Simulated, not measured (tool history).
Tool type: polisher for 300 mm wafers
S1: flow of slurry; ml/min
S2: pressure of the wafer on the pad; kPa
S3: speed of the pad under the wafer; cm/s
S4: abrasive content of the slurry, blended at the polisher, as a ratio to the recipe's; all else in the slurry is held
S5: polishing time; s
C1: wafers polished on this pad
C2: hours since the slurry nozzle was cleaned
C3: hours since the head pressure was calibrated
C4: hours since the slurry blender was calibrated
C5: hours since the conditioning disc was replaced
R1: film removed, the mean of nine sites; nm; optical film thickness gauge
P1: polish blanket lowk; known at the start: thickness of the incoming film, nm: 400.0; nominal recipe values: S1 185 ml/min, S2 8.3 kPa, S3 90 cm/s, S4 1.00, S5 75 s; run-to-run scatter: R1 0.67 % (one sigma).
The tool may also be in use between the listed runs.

run    day   S1    S2   S3    S4   S5    C1     C2     C3     C4     C5       R1
  1  0.425  185   8.3   90  1.00   75   641  226.0  805.1   57.1  288.4  14.8280
  2  0.721  185   8.3   90  1.00   75   725  233.1  812.2   64.2  295.5  14.8090
  3  0.967  185   8.3   90  1.00   75   794  239.0  818.1   70.1  301.4  14.7450
  4  1.354  185   8.3   90  1.00   75   903  248.3  827.4   79.4  310.7  14.6740
  5  1.750  185   5.5   90  1.00   75  1015  257.8  836.9   88.9  320.2   9.7342
  6  2.075  185   8.3   90  1.00   75  1107  265.6  844.7   96.7  328.0  14.4420
  7  2.508  185   8.3   90  1.00   75  1229  276.0  855.1  107.1  338.4  14.5960
  8  2.921  185   8.3   90  1.00   34  1346  285.9  865.0  117.0  348.3   6.6836
  9  3.312  185  11.0   90  1.00   75  1456  295.3  874.4  126.4  357.7  19.5000
 10  3.704  115   8.3   90  1.00   75  1567  304.7  883.8  135.8  367.1  13.4780
 11  4.125  265   8.3   90  1.00   75  1686  314.8  893.9  145.9  377.2  15.4980
 12  4.446  185   8.3  140  1.00   75  1776  322.5  901.6  153.6  384.9  20.8840
 13  4.679  185   8.3   90  1.00  114  1842  328.1  907.2  159.2  390.5  22.4460
 14  5.104  185   8.3   90  0.65   75  1962  338.3  917.4  169.4  400.7  11.8560
 15  5.354  185  11.7   56  1.00   75  2033  344.3  923.4  175.4  406.7  14.3200
     5.400  -- conditioning disc replaced and pad reconditioned
 16  5.608  185   8.3   90  1.00   75  2105  350.4  929.5  181.5    5.0  14.7310
 17  6.042  185   8.3   90  1.30   75  2227  360.8  939.9  191.9   15.4  16.5030
 18  6.533  185   8.3   44  1.00   75  2366  372.6  951.7  203.7   27.2   8.3562
 19  6.792  185   8.3   90  1.00   75  2439  378.8  957.9  209.9   33.4  14.7420
 20  7.242  185   8.3   90  1.00   75  2566  389.6  968.7  220.7   44.2  13.9170
 21  7.571  185   8.3   90  1.00   75  2659  397.5  976.6  228.6   52.1  13.5520
 22  7.833  185   8.3   90  1.00   75  2733  403.8  982.9  234.9   58.4  13.3810
     8.121  -- head pressure recalibrated
 23  8.121  185   8.3   90  1.00   75  2814  410.7    0.0  241.8   65.3  13.2670
     8.138  -- slurry nozzle cleaned
     8.454  -- conditioning disc replaced and pad reconditioned
 24  8.467  185   8.3   90  1.00   75  2912    8.0    8.3  250.1    0.3  13.0860
 25  8.854  185   8.3   90  1.00   75  3021   17.3   17.6  259.4    9.6  13.0040
 26  9.242  185   8.3   90  1.00   75  3131   26.6   26.9  268.7   18.9  13.0700

What will run 27 give?
 27  9.550  185  8.3  90  1.00  75  3218  34.0  34.3  276.1  26.3   ?

R1: 12.9220 nm
